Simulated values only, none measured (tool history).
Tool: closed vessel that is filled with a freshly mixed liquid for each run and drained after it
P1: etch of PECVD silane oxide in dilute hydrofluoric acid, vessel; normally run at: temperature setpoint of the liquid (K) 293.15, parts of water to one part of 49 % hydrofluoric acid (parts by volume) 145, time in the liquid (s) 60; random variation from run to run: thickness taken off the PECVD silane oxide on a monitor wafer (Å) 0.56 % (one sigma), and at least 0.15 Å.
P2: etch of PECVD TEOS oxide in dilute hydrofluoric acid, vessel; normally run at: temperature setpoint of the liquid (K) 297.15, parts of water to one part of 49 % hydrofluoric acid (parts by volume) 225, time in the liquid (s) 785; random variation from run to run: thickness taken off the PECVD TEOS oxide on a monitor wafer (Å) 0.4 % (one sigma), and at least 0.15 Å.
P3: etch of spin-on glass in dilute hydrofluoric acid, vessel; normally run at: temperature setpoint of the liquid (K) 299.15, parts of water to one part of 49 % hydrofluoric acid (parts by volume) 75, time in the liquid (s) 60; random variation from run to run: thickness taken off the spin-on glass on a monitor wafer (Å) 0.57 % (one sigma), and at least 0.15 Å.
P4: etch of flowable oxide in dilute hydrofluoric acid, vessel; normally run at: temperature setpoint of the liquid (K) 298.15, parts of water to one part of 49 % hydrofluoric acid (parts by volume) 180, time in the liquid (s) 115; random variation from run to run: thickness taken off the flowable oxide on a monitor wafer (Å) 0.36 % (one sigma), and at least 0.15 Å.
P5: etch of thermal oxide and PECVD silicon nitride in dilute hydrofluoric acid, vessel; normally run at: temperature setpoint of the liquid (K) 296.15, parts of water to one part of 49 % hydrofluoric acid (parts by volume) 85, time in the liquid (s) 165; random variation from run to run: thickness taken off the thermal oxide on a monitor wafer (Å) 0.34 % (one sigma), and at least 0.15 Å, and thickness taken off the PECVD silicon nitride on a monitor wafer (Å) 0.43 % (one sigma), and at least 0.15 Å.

| run | hour | process that ran | temperature setpoint of the liquid (K) | parts of water to one part of 49 % hydrofluoric acid (parts by volume) | time in the liquid (s) | hours since the thermometer was replaced | hours since the hydrofluoric acid flow meter was replaced | thickness taken off the PECVD silane oxide on a monitor wafer (Å) | thickness taken off the flowable oxide on a monitor wafer (Å) | thickness taken off the PECVD TEOS oxide on a monitor wafer (Å) | thickness taken off the thermal oxide on a monitor wafer (Å) | thickness taken off the PECVD silicon nitride on a monitor wafer (Å) | thickness taken off the spin-on glass on a monitor wafer (Å) |
|---|---|---|---|---|---|---|---|---|---|---|---|---|---|
| 1 | 7.4 | P1 | 293.15 | 145 | 60 | 439.4 | 664.3 | 118.28 |  |  |  |  |  |
| 2 | 17.4 | P1 | 293.15 | 145 | 60 | 449.4 | 674.3 | 119.25 |  |  |  |  |  |
| 3 | 29 | P1 | 293.15 | 145 | 30 | 461 | 685.9 | 58.813 |  |  |  |  |  |
| 4 | 43.6 | P4 | 303.15 | 180 | 115 | 475.6 | 700.5 |  | 453.38 |  |  |  |  |
| 5 | 56 | P1 | 300.15 | 145 | 60 | 488 | 712.9 | 156.73 |  |  |  |  |  |
| 6 | 63.3 | P2 | 297.15 | 225 | 785 | 495.3 | 720.2 |  |  | 288.15 |  |  |  |
| 7 | 77.7 | P1 | 293.15 | 145 | 60 | 509.7 | 734.6 | 119.69 |  |  |  |  |  |
| 8 | 92.2 | P1 | 293.15 | 225 | 95 | 524.2 | 749.1 | 111.31 |  |  |  |  |  |
| 9 | 105.2 | P4 | 298.15 | 180 | 115 | 537.2 | 762.1 |  | 376.95 |  |  |  |  |
| 10 | 111.6 | P5 | 296.15 | 20 | 165 | 543.6 | 768.5 |  |  |  | 404.16 | 377.16 |  |
| 11 | 126.2 | P2 | 297.15 | 225 | 1220 | 558.2 | 783.1 |  |  | 448.25 |  |  |  |
| 12 | 137.2 | P1 | 300.15 | 235 | 60 | 569.2 | 794.1 | 86.184 |  |  |  |  |  |
| 13 | 144.8 | P1 | 293.15 | 145 | 60 | 576.8 | 801.7 | 118.18 |  |  |  |  |  |
| 14 | 155.5 | P1 | 290.15 | 145 | 60 | 587.5 | 812.4 | 105.16 |  |  |  |  |  |
| 15 | 162.6 | P3 | 290.65 | 75 | 60 | 594.6 | 819.5 |  |  |  |  |  | 204.58 |
| 16 | 171.1 | P1 | 293.15 | 240 | 105 | 603.1 | 828 | 115.13 |  |  |  |  |  |
| 17 | 179.2 | P4 | 298.15 | 60 | 115 | 611.2 | 836.1 |  | 1310.9 |  |  |  |  |
| 18 | 192 | P3 | 299.15 | 75 | 60 | 624 | 848.9 |  |  |  |  |  | 288.38 |
| 19 | 201.4 | P3 | 299.15 | 20 | 60 | 633.4 | 858.3 |  |  |  |  |  | 1172 |
| 20 | 207.9 | P1 | 293.15 | 145 | 95 | 639.9 | 864.8 | 186.9 |  |  |  |  |  |
| 21 | 218.3 | P5 | 296.15 | 85 | 325 | 650.3 | 875.2 |  |  |  | 171.71 | 182.05 |  |
| 22 | 230.7 | P2 | 290.15 | 225 | 785 | 662.7 | 887.6 |  |  | 220.47 |  |  |  |
| 23 | 237.2 | P1 | 293.15 | 240 | 60 | 669.2 | 894.1 | 64.3 |  |  |  |  |  |
| 24 | 250.7 | P5 | 296.15 | 85 | 165 | 682.7 | 907.6 |  |  |  | 87.611 | 92.198 |  |
| 25 | 257.1 | P2 | 297.15 | 225 | 785 | 689.1 | 914 |  |  | 290.66 |  |  |  |
| 26 | 271 | P3 | 299.15 | 75 | 30 | 703 | 927.9 |  |  |  |  |  | 145.31 |
| 27 | 280.3 | P5 | 301.15 | 85 | 165 | 712.3 | 937.2 |  |  |  | 106.41 | 127.93 |  |
| 28 | 289.7 | P1 | 293.15 | 145 | 60 | 721.7 | 946.6 | 119.26 |  |  |  |  |  |
| 29 | 302.8 | P3 | 299.15 | 75 | 60 | 734.8 | 959.7 |  |  |  |  |  | 290.68 |
| 30 | 313.1 | P4 | 298.15 | 180 | 195 | 745.1 | 970 |  | 638.86 |  |  |  |  |
| 31 | 321.3 | P1 | 293.15 | 75 | 60 | 753.3 | 978.2 | 246.69 |  |  |  |  |  |
| 32 | 335.9 | P2 | 297.15 | 395 | 785 | 767.9 | 992.8 |  |  | 140.44 |  |  |  |
| 33 | 346.7 | P1 | 293.15 | 145 | 60 | 778.7 | 1003.6 | 119.68 |  |  |  |  |  |
| 34 | 355.9 | P1 | 293.15 | 145 | 60 | 787.9 | 1012.8 | 114.94 |  |  |  |  |  |
| 35 | 370.5 | P1 | 293.15 | 145 | 60 | 802.5 | 1027.4 | 112.74 |  |  |  |  |  |
| 36 | 380 | P1 | 293.15 | 145 | 60 | 812 | 1036.9 | 111.68 |  |  |  |  |  |
| 37 | 389 | P1 | 293.15 | 145 | 60 | 821 | 1045.9 | 110.86 |  |  |  |  |  |
| 38 | 397.4 | P1 | 293.15 | 145 | 60 | 829.4 | 1054.3 | 111.15 |  |  |  |  |  |
| 39 | 409.9 | P1 | 293.15 | 145 | 60 | 841.9 | 1066.8 | 109.36 |  |  |  |  |  |
| 40 | 422.9 | P1 | 293.15 | 145 | 60 | 854.9 | 1079.8 | 108.52 |  |  |  |  |  |
| 41 | 434.2 | P1 | 293.15 | 145 | 60 | 866.2 | 1091.1 | 109.05 |  |  |  |  |  |
| 42 | 446.6 | P1 | 293.15 | 145 | 60 | 878.6 | 1103.5 | 109.39 |  |  |  |  |  |

What P1 gives has crept away from where it was. These 2 causes fit the log equally well, each at the size given:
A: hydrofluoric acid flow below the setpoint (%) = 6.78
B: liquid colder than its thermometer reads (K) = 2.02
The creep began at about hour 346.7.

4 check runs are offered, one wafer each, their results left as question marks. Which one tells the causes apart?
| check 1 | 459 | P2 | 294.15 | 225 | 1085 |  |  |  |  | ? |  |  |  |
| check 2 | 459 | P3 | 299.15 | 30 | 60 |  |  |  |  |  |  |  | ? |
| check 3 | 459 | P4 | 303.15 | 110 | 115 |  |  |  | ? |  |  |  |  |
| check 4 | 459 | P5 | 296.15 | 30 | 165 |  |  |  |  |  | ? | ? |  |

What each check would give under each cause:
| check | result | if A | if B |
|---|---|---|---|
| check 1 | thickness taken off the PECVD TEOS oxide on a monitor wafer (Å) | 328.28 | 331.3 |
| check 2 | thickness taken off the spin-on glass on a monitor wafer (Å) | 717.85 | 710.24 |
| check 3 | thickness taken off the flowable oxide on a monitor wafer (Å) | 749.17 | 753.27 |
| check 4 | thickness taken off the thermal oxide on a monitor wafer (Å) | 246.42 | 243.29 |
| check 4 | thickness taken off the PECVD silicon nitride on a monitor wafer (Å) | 237.94 | 221.45 |
How far apart the two closest causes lie, in the result that separates them most: check 1 0.92 %; check 2 1.07 %; check 3 0.55 %; check 4 7.18 %
Only check 4 tells the causes apart: in the others they would give nearly the same result.

Then check 4 was run and gave: thickness taken off the thermal oxide on a monitor wafer (Å) 245.64; thickness taken off the PECVD silicon nitride on a monitor wafer (Å) 238.49. Which cause is it?

It is A: hydrofluoric acid flow below the setpoint (%).

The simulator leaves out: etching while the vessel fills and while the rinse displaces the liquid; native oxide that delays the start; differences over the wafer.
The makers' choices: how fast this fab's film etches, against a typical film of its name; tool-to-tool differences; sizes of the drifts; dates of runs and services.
